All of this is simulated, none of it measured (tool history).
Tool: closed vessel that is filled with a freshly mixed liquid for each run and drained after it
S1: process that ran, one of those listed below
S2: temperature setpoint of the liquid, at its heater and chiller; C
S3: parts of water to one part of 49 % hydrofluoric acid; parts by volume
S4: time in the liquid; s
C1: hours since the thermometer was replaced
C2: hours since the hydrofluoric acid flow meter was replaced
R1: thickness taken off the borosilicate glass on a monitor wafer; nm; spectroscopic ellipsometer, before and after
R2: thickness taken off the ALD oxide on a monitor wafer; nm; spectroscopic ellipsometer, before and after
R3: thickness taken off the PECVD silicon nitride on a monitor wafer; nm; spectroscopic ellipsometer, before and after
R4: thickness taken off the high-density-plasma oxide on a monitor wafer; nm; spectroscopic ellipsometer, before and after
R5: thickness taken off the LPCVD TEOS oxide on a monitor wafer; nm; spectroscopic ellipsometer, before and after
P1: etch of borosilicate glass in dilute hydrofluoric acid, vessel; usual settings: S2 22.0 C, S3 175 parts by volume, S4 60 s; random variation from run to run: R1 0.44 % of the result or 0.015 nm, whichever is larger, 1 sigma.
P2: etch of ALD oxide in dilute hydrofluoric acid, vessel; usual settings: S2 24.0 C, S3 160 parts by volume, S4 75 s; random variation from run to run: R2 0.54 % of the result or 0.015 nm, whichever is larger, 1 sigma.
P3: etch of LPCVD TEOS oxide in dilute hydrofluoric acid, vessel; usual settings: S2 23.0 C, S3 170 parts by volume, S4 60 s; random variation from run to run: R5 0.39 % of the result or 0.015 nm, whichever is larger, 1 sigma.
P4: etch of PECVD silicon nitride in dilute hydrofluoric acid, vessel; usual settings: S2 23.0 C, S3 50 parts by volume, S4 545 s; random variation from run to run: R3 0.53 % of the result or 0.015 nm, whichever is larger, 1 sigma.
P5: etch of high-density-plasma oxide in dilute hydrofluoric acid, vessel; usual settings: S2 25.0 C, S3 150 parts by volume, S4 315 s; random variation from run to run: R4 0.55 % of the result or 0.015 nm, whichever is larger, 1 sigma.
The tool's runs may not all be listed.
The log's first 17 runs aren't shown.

{"run": 18, "hour": 253.8, "S1": "P4", "S2": 23.0, "S3": 50, "S4": 545, "C1": 1575.4, "C2": 721.4, "R3": 17.08}
{"run": 19, "hour": 272.8, "S1": "P1", "S2": 22.0, "S3": 265, "S4": 60, "C1": 1594.4, "C2": 740.4, "R1": 6.0942}
{"run": 20, "hour": 289.1, "S1": "P1", "S2": 17.5, "S3": 175, "S4": 60, "C1": 1610.7, "C2": 756.7, "R1": 8.4339}
{"run": 21, "hour": 302.0, "S1": "P1", "S2": 22.0, "S3": 60, "S4": 35, "C1": 1623.6, "C2": 769.6, "R1": 19.598}
{"run": 22, "hour": 317.8, "S1": "P4", "S2": 23.0, "S3": 20, "S4": 545, "C1": 1639.4, "C2": 785.4, "R3": 41.579}
{"run": 23, "hour": 336.6, "S1": "P3", "S2": 23.0, "S3": 260, "S4": 60, "C1": 1658.2, "C2": 804.2, "R5": 9.4712}
{"run": 24, "hour": 350.9, "S1": "P5", "S2": 25.0, "S3": 150, "S4": 315, "C1": 1672.5, "C2": 818.5, "R4": 13.33}
{"run": 25, "hour": 359.7, "S1": "P2", "S2": 24.0, "S3": 160, "S4": 75, "C1": 1681.3, "C2": 827.3, "R2": 4.8413}
{"run": 26, "hour": 377.7, "S1": "P1", "S2": 22.0, "S3": 175, "S4": 60, "C1": 1699.3, "C2": 845.3, "R1": 10.08}
{"run": 27, "hour": 392.8, "S1": "P5", "S2": 25.0, "S3": 150, "S4": 70, "C1": 1714.4, "C2": 860.4, "R4": 2.923}
{"run": 28, "hour": 403.0, "S1": "P4", "S2": 28.0, "S3": 50, "S4": 545, "C1": 1724.6, "C2": 870.6, "R3": 23.817}
{"run": 29, "hour": 417.1, "S1": "P3", "S2": 23.0, "S3": 170, "S4": 90, "C1": 1738.7, "C2": 884.7, "R5": 23.776}
{"run": 30, "hour": 434.2, "S1": "P1", "S2": 22.0, "S3": 55, "S4": 35, "C1": 1755.8, "C2": 901.8, "R1": 21.541}
{"run": 31, "hour": 453.1, "S1": "P1", "S2": 22.0, "S3": 175, "S4": 60, "C1": 1774.7, "C2": 920.7, "R1": 10.07}
{"run": 32, "hour": 471.9, "S1": "P2", "S2": 20.0, "S3": 160, "S4": 75, "C1": 1793.5, "C2": 939.5, "R2": 4.1687}
{"run": 33, "hour": 481.6, "S1": "P5", "S2": 25.0, "S3": 35, "S4": 315, "C1": 1803.2, "C2": 949.2, "R4": 66.004}
{"run": 34, "hour": 491.2, "S1": "P1", "S2": 22.0, "S3": 175, "S4": 60, "C1": 1812.8, "C2": 958.8, "R1": 10.026}
{"run": 35, "hour": 509.5, "S1": "P1", "S2": 22.0, "S3": 175, "S4": 60, "C1": 1831.1, "C2": 977.1, "R1": 10.441}
{"run": 36, "hour": 527.3, "S1": "P1", "S2": 22.0, "S3": 175, "S4": 60, "C1": 1848.9, "C2": 994.9, "R1": 10.62}
{"run": 37, "hour": 536.4, "S1": "P1", "S2": 22.0, "S3": 175, "S4": 60, "C1": 1858.0, "C2": 1004.0, "R1": 10.769}
{"run": 38, "hour": 555.1, "S1": "P1", "S2": 22.0, "S3": 175, "S4": 60, "C1": 1876.7, "C2": 1022.7, "R1": 10.918}
{"run": 39, "hour": 569.8, "S1": "P1", "S2": 22.0, "S3": 175, "S4": 60, "C1": 1891.4, "C2": 1037.4, "R1": 11.064}
{"run": 40, "hour": 581.4, "S1": "P1", "S2": 22.0, "S3": 175, "S4": 60, "C1": 1903.0, "C2": 1049.0, "R1": 11.093}
{"run": 41, "hour": 598.6, "S1": "P1", "S2": 22.0, "S3": 175, "S4": 60, "C1": 1920.2, "C2": 1066.2, "R1": 10.994}

The next listed run, before its measurement:
{"run": 42, "hour": 608.5, "S1": "P1", "S2": 22.0, "S3": 175, "S4": 60, "C1": 1930.1, "C2": 1076.1, "R1": "?"}

R1: 11.0150 nm
